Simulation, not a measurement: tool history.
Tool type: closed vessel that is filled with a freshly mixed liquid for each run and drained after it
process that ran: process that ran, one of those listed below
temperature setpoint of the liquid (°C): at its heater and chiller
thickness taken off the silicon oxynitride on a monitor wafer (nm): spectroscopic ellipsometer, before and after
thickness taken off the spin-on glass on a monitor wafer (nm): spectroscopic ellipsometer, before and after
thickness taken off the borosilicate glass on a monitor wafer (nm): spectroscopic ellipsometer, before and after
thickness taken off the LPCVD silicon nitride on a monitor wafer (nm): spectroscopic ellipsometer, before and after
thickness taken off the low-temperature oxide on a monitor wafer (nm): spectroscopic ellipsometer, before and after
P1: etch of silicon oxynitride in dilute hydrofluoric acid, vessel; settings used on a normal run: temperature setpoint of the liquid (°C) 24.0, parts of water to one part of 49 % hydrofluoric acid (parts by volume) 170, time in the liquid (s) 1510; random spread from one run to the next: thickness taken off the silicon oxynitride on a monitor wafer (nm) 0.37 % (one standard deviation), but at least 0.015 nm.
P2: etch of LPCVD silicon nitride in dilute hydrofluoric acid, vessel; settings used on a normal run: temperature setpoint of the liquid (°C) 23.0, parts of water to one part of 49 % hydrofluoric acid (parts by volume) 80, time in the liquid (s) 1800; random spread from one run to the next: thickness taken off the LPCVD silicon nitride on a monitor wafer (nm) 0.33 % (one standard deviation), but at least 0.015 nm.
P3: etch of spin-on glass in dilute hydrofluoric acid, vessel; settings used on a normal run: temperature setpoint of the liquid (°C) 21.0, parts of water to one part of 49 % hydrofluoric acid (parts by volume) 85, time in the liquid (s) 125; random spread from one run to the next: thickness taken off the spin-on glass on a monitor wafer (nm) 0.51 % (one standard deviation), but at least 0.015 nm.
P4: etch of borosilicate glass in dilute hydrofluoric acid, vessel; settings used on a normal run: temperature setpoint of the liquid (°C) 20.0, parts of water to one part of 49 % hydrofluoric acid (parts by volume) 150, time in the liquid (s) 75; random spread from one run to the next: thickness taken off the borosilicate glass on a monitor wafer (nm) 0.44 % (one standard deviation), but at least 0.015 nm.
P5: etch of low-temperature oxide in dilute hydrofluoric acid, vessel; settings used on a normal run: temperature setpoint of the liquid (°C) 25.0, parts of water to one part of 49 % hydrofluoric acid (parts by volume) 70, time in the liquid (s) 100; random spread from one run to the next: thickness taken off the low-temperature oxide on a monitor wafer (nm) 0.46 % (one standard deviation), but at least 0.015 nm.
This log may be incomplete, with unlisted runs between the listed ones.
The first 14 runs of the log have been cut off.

run	hour	process that ran	temperature setpoint of the liquid (°C)	parts of water to one part of 49 % hydrofluoric acid (parts by volume)	time in the liquid (s)	thickness taken off the silicon oxynitride on a monitor wafer (nm)	thickness taken off the spin-on glass on a monitor wafer (nm)	thickness taken off the borosilicate glass on a monitor wafer (nm)	thickness taken off the LPCVD silicon nitride on a monitor wafer (nm)	thickness taken off the low-temperature oxide on a monitor wafer (nm)
15	60.8	P4	20.0	150	75			11.2130		
16	64.7	P2	23.0	45	1800				17.862	
17	67.8	P1	24.0	170	1510	37.968				
18	72.8	P1	24.0	170	480	12.072				
19	75.8	P4	24.0	150	75			13.2260		
20	78.7	P5	25.0	70	100					54.712
21	83.4	P1	19.0	35	1510	160.970				
22	88.0	P2	23.0	80	190				1.079	
23	90.3	P5	25.0	20	100					204.760
24	93.7	P5	18.0	70	100					40.618
25	96.5	P5	25.0	70	100					54.174
26	99.2	P5	25.0	70	160					86.699
27	102.1	P1	24.0	260	1510	23.133				
28	105.9	P2	23.0	80	1800				10.242	
29	108.8	P1	17.0	170	1510	27.211				
30	111.1	P2	29.5	80	1800				15.536	
31	114.9	P1	24.0	170	1510	38.056				
32	119.9	P3	17.0	85	125		38.253			
33	123.1	P1	24.0	170	1510	38.030				
34	126.9	P1	24.0	170	1510	36.942				
35	132.0	P1	24.0	170	1510	36.118				

Estimate the outcome of run 36 from the log above:
36	135.0	P1	24.0	170	1510	?				

Run 36 came out at thickness taken off the silicon oxynitride on a monitor wafer (nm) 35.921.
